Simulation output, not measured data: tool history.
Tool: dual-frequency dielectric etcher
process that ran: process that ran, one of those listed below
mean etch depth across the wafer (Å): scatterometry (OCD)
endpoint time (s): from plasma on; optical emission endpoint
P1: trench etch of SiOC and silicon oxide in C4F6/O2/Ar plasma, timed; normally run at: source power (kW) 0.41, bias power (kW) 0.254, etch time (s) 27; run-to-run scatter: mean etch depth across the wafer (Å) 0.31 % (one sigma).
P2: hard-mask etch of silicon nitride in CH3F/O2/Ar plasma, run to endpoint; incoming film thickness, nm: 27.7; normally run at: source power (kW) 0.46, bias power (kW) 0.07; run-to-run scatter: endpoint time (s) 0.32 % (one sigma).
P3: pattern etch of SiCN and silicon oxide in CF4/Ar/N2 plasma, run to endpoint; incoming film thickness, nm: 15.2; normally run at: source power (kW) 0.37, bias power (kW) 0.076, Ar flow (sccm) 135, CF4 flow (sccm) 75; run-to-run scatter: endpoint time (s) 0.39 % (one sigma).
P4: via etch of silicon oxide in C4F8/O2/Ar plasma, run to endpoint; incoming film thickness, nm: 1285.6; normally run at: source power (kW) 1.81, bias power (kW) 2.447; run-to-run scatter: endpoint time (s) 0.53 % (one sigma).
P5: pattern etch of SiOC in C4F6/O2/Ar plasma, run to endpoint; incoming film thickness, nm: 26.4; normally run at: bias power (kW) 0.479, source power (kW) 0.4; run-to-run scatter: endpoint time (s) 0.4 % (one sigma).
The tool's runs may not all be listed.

run,hour,process that ran,source power (kW),bias power (kW),etch time (s),Ar flow (sccm),CF4 flow (sccm),hours since the last wet clean,hours since the last source power generator calibration,hours since the last bias power generator calibration,mean etch depth across the wafer (Å),endpoint time (s)
1,15.4,P1,0.41,0.254,27,,,339.6,1472.7,868.3,614.3,
2,24.5,P1,0.52,0.254,27,,,348.7,1481.8,877.4,671.97,
3,33.7,P5,0.4,0.479,,,,357.9,1491,886.6,,9.0295
4,44.7,P1,0.41,0.311,27,,,368.9,1502,897.6,653.7,
5,55.8,P2,0.46,0.07,,,,380,1513.1,908.7,,37.984
6,69.7,P1,0.41,0.154,27,,,393.9,1527,922.6,520.91,
7,80.2,P1,0.41,0.254,27,,,404.4,1537.5,933.1,612.95,
8,96.9,P3,0.44,0.076,,135,75,421.1,1554.2,949.8,,17.965
9,108.1,P1,0.41,0.254,27,,,432.3,1565.4,961,614.05,
10,122.3,P3,0.37,0.054,,135,75,446.5,1579.6,975.2,,23.494
11,139.6,P1,0.41,0.254,15,,,463.8,1596.9,992.5,341.27,
12,148,P4,1.81,2.447,,,,472.2,1605.3,1000.9,,255.08
13,160.5,P3,0.37,0.076,,174,75,484.7,1617.8,1013.4,,21.858
14,168.8,P3,0.37,0.076,,135,57,493,1626.1,1021.7,,21.968
15,178.2,P2,0.46,0.05,,,,502.4,1635.5,1031.1,,42.115
16,195.6,P1,0.41,0.254,27,,,519.8,1652.9,1048.5,613.49,
17,210.1,P5,0.25,0.479,,,,534.3,1667.4,1063,,10.673
18,218.6,P1,0.41,0.254,27,,,542.8,1675.9,1071.5,613.99,
19,227.1,P4,1.81,3.012,,,,551.3,1684.4,1080,,239.36
20,236.8,P4,2.2,2.447,,,,561,1694.1,1089.7,,234.32
21,245.5,P1,0.41,0.189,15,,,569.7,1702.8,1098.4,309.27,
22,258.4,P2,0.3,0.07,,,,582.6,1715.7,1111.3,,44.785
# hour 262.8: wet clean of the chamber
23,276.6,P1,0.29,0.254,27,,,13.9,1733.9,1129.5,540.3,
24,293.8,P1,0.26,0.254,37,,,31.1,1751.1,1146.7,707.51,
25,303.6,P2,0.46,0.07,,,,40.9,1760.9,1156.5,,38.087
26,317.8,P1,0.41,0.254,33.5,,,55.1,1775.1,1170.7,759.93,
27,328.1,P5,0.4,0.615,,,,65.4,1785.4,1181,,8.1579
28,341.8,P3,0.37,0.076,,135,75,79.1,1799.1,1194.7,,20.833
29,354.7,P1,0.41,0.254,27,,,92,1812,1207.6,614.78,
30,369.6,P1,0.41,0.254,27,,,106.9,1826.9,1222.5,617.24,
31,384,P1,0.41,0.254,27,,,121.3,1841.3,1236.9,620.59,
# hour 385: wet clean of the chamber
32,393.5,P1,0.41,0.254,27,,,8.6,1850.8,1246.4,625.53,
33,404,P1,0.41,0.254,27,,,19.1,1861.3,1256.9,619.58,
34,413.8,P1,0.41,0.254,27,,,28.9,1871.1,1266.7,621.77,
35,425.8,P1,0.41,0.254,27,,,40.9,1883.1,1278.7,619.95,

What P1 gives has crept away from where it was. These 2 causes fit the log equally well, each at the size given:
A: bias power that arrives over what is set, % = 4.73
B: source power that arrives over what is set, % = 4.2
The creep began at about hour 354.7.
Why every other cause is out:
chamber walls in a state that raises the etch rate, %: serviced at hour 385, which brought nothing back

4 check runs are offered, each on 2 wafers whose results are averaged, their results left as question marks. Which one tells the causes apart?
check 1,437.8,P2,0.46,0.05,,,,,,,,?
check 2,437.8,P3,0.37,0.057,,135,75,,,,,?
check 3,437.8,P5,0.4,0.586,,,,,,,,?
check 4,437.8,P4,2.11,2.447,,,,,,,,?

What each check would give under each cause:
check,result,if A,if B
check 1,endpoint time (s),41.695,41.623
check 2,endpoint time (s),22.778,22.313
check 3,endpoint time (s),8.1499,8.1712
check 4,endpoint time (s),234.92,234.34
How far apart the two closest causes lie, in the result that separates them most: check 1 0.17 %; check 2 2.06 %; check 3 0.26 %; check 4 0.25 %
Only check 2 tells the causes apart: in the others they would give nearly the same result.

Check 2 was then run and gave: endpoint time (s) 22.312. Which cause is it?

It is B: source power that arrives over what is set, %.

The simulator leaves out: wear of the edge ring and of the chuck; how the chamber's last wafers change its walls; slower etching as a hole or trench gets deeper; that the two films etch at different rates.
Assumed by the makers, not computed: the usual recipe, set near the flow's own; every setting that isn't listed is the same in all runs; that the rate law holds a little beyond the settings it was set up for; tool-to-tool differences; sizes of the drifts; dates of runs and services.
